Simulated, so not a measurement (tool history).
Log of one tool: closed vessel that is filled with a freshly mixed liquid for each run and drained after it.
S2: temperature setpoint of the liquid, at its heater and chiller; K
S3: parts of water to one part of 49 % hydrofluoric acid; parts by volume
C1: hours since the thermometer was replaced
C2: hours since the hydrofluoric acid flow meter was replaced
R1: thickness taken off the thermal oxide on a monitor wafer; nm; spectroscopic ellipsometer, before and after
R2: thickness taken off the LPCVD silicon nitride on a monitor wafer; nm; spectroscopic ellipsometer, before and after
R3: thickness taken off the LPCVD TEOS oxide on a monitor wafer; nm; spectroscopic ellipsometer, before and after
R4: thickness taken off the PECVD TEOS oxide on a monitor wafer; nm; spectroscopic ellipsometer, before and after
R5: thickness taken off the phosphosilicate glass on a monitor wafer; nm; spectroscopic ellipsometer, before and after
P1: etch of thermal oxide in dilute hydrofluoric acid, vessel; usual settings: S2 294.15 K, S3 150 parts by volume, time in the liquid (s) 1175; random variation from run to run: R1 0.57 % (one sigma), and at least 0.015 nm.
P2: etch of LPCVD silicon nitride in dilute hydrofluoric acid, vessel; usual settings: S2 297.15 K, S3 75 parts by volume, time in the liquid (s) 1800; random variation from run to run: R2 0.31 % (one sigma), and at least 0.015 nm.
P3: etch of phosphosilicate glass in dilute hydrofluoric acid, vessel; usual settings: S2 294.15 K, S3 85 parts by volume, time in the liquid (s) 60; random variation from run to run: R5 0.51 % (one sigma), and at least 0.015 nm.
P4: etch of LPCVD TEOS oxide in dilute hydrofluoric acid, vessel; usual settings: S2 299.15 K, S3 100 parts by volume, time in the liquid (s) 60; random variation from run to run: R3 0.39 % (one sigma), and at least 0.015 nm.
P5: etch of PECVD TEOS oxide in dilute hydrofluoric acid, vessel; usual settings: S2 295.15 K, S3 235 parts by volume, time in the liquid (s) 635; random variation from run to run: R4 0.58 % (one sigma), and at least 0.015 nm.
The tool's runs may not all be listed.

{"run": 1, "hour": 10.0, "process that ran": "P1", "S2": 294.15, "S3": 150, "time in the liquid (s)": 1175, "C1": 1351.3, "C2": 159.1, "R1": 32.375}
{"run": 2, "hour": 20.6, "process that ran": "P2", "S2": 297.15, "S3": 75, "time in the liquid (s)": 670, "C1": 1361.9, "C2": 169.7, "R2": 4.4808}
{"run": 3, "hour": 29.9, "process that ran": "P4", "S2": 299.15, "S3": 45, "time in the liquid (s)": 60, "C1": 1371.2, "C2": 179.0, "R3": 88.586}
{"run": 4, "hour": 37.4, "process that ran": "P2", "S2": 297.15, "S3": 140, "time in the liquid (s)": 1800, "C1": 1378.7, "C2": 186.5, "R2": 6.5241}
{"run": 5, "hour": 45.9, "process that ran": "P5", "S2": 295.15, "S3": 235, "time in the liquid (s)": 635, "C1": 1387.2, "C2": 195.0, "R4": 29.38}
{"run": 6, "hour": 55.1, "process that ran": "P5", "S2": 295.15, "S3": 105, "time in the liquid (s)": 635, "C1": 1396.4, "C2": 204.2, "R4": 75.17}
{"run": 7, "hour": 68.2, "process that ran": "P4", "S2": 294.15, "S3": 100, "time in the liquid (s)": 60, "C1": 1409.5, "C2": 217.3, "R3": 30.265}
{"run": 8, "hour": 77.2, "process that ran": "P1", "S2": 294.15, "S3": 150, "time in the liquid (s)": 1840, "C1": 1418.5, "C2": 226.3, "R1": 50.45}
{"run": 9, "hour": 83.9, "process that ran": "P2", "S2": 292.15, "S3": 75, "time in the liquid (s)": 1800, "C1": 1425.2, "C2": 233.0, "R2": 8.4857}
{"run": 10, "hour": 90.5, "process that ran": "P5", "S2": 295.15, "S3": 235, "time in the liquid (s)": 635, "C1": 1431.8, "C2": 239.6, "R4": 29.147}
{"run": 11, "hour": 103.1, "process that ran": "P1", "S2": 298.15, "S3": 150, "time in the liquid (s)": 1175, "C1": 1444.4, "C2": 252.2, "R1": 37.736}
{"run": 12, "hour": 116.2, "process that ran": "P1", "S2": 294.15, "S3": 150, "time in the liquid (s)": 1175, "C1": 1457.5, "C2": 265.3, "R1": 32.169}
{"run": 13, "hour": 122.8, "process that ran": "P5", "S2": 295.15, "S3": 235, "time in the liquid (s)": 240, "C1": 1464.1, "C2": 271.9, "R4": 11.029}
{"run": 14, "hour": 135.7, "process that ran": "P3", "S2": 294.15, "S3": 145, "time in the liquid (s)": 60, "C1": 1477.0, "C2": 284.8, "R5": 22.574}
{"run": 15, "hour": 147.8, "process that ran": "P1", "S2": 290.15, "S3": 150, "time in the liquid (s)": 1175, "C1": 1489.1, "C2": 296.9, "R1": 27.565}
{"run": 16, "hour": 157.7, "process that ran": "P1", "S2": 294.15, "S3": 150, "time in the liquid (s)": 1175, "C1": 1499.0, "C2": 306.8, "R1": 32.276}
{"run": 17, "hour": 169.7, "process that ran": "P1", "S2": 290.65, "S3": 100, "time in the liquid (s)": 1175, "C1": 1511.0, "C2": 318.8, "R1": 43.97}
{"run": 18, "hour": 183.1, "process that ran": "P1", "S2": 302.15, "S3": 45, "time in the liquid (s)": 1175, "C1": 1524.4, "C2": 332.2, "R1": 169.07}
{"run": 19, "hour": 192.1, "process that ran": "P1", "S2": 294.15, "S3": 150, "time in the liquid (s)": 410, "C1": 1533.4, "C2": 341.2, "R1": 11.239}
{"run": 20, "hour": 198.6, "process that ran": "P3", "S2": 294.15, "S3": 85, "time in the liquid (s)": 60, "C1": 1539.9, "C2": 347.7, "R5": 41.754}
{"run": 21, "hour": 212.0, "process that ran": "P4", "S2": 299.15, "S3": 100, "time in the liquid (s)": 30, "C1": 1553.3, "C2": 361.1, "R3": 18.703}
{"run": 22, "hour": 220.4, "process that ran": "P3", "S2": 290.15, "S3": 85, "time in the liquid (s)": 60, "C1": 1561.7, "C2": 369.5, "R5": 34.933}
{"run": 23, "hour": 231.0, "process that ran": "P1", "S2": 294.15, "S3": 25, "time in the liquid (s)": 1175, "C1": 1572.3, "C2": 380.1, "R1": 226.61}
{"run": 24, "hour": 238.3, "process that ran": "P1", "S2": 294.15, "S3": 245, "time in the liquid (s)": 1175, "C1": 1579.6, "C2": 387.4, "R1": 18.059}
{"run": 25, "hour": 245.8, "process that ran": "P2", "S2": 297.15, "S3": 75, "time in the liquid (s)": 1800, "C1": 1587.1, "C2": 394.9, "R2": 11.942}
{"run": 26, "hour": 259.2, "process that ran": "P1", "S2": 294.15, "S3": 150, "time in the liquid (s)": 1175, "C1": 1600.5, "C2": 408.3, "R1": 32.223}
{"run": 27, "hour": 271.1, "process that ran": "P2", "S2": 297.15, "S3": 75, "time in the liquid (s)": 1800, "C1": 1612.4, "C2": 420.2, "R2": 11.964}
{"run": 28, "hour": 282.4, "process that ran": "P3", "S2": 294.15, "S3": 85, "time in the liquid (s)": 30, "C1": 1623.7, "C2": 431.5, "R5": 20.794}
{"run": 29, "hour": 295.6, "process that ran": "P5", "S2": 290.15, "S3": 235, "time in the liquid (s)": 635, "C1": 1636.9, "C2": 444.7, "R4": 24.005}
{"run": 30, "hour": 301.8, "process that ran": "P4", "S2": 299.15, "S3": 100, "time in the liquid (s)": 60, "C1": 1643.1, "C2": 450.9, "R3": 37.401}
{"run": 31, "hour": 311.6, "process that ran": "P1", "S2": 294.15, "S3": 150, "time in the liquid (s)": 1175, "C1": 1652.9, "C2": 460.7, "R1": 32.271}
{"run": 32, "hour": 322.1, "process that ran": "P1", "S2": 294.15, "S3": 150, "time in the liquid (s)": 1175, "C1": 1663.4, "C2": 471.2, "R1": 31.2}
{"run": 33, "hour": 333.4, "process that ran": "P1", "S2": 294.15, "S3": 150, "time in the liquid (s)": 1175, "C1": 1674.7, "C2": 482.5, "R1": 30.717}
{"run": 34, "hour": 344.7, "process that ran": "P1", "S2": 294.15, "S3": 150, "time in the liquid (s)": 1175, "C1": 1686.0, "C2": 493.8, "R1": 30.357}
{"run": 35, "hour": 351.9, "process that ran": "P1", "S2": 294.15, "S3": 150, "time in the liquid (s)": 1175, "C1": 1693.2, "C2": 501.0, "R1": 30.46}
{"run": 36, "hour": 358.7, "process that ran": "P1", "S2": 294.15, "S3": 150, "time in the liquid (s)": 1175, "C1": 1700.0, "C2": 507.8, "R1": 30.302}
{"run": 37, "hour": 371.4, "process that ran": "P1", "S2": 294.15, "S3": 150, "time in the liquid (s)": 1175, "C1": 1712.7, "C2": 520.5, "R1": 29.912}
{"run": 38, "hour": 383.7, "process that ran": "P1", "S2": 294.15, "S3": 150, "time in the liquid (s)": 1175, "C1": 1725.0, "C2": 532.8, "R1": 30.019}

What P1 gives has crept away from where it was. These 2 causes fit the log equally well, each at the size given:
A: hydrofluoric acid flow below the setpoint (%) = 5.9
B: liquid colder than its thermometer reads (K) = 1.78
The creep began at about hour 311.6.

4 check runs are offered, one wafer each, their results left as question marks. Which one tells the causes apart?
{"run": "check 1", "hour": 396.0, "process that ran": "P2", "S2": 297.15, "S3": 140, "time in the liquid (s)": 1800, "R2": "?"}
{"run": "check 2", "hour": 396.0, "process that ran": "P4", "S2": 299.15, "S3": 50, "time in the liquid (s)": 35, "R3": "?"}
{"run": "check 3", "hour": 396.0, "process that ran": "P5", "S2": 295.15, "S3": 135, "time in the liquid (s)": 635, "R4": "?"}
{"run": "check 4", "hour": 396.0, "process that ran": "P3", "S2": 294.15, "S3": 135, "time in the liquid (s)": 35, "R5": "?"}

What each check would give under each cause:
check=check_1 result=R2 if_A=6.0788 if_B=5.7476
check=check_2 result=R3 if_A=43.406 if_B=43.080
check=check_3 result=R4 if_A=52.605 if_B=52.574
check=check_4 result=R5 if_A=13.444 if_B=13.424
How far apart the two closest causes lie, in the result that separates them most: check 1 5.6 %; check 2 0.75 %; check 3 0.06 %; check 4 0.15 %
Check 1 tells the causes apart: in the others they would give nearly the same result.

Then check 1 was run and gave: R2 5.7401 nm. Which cause is it?

It is B: liquid colder than its thermometer reads (K).
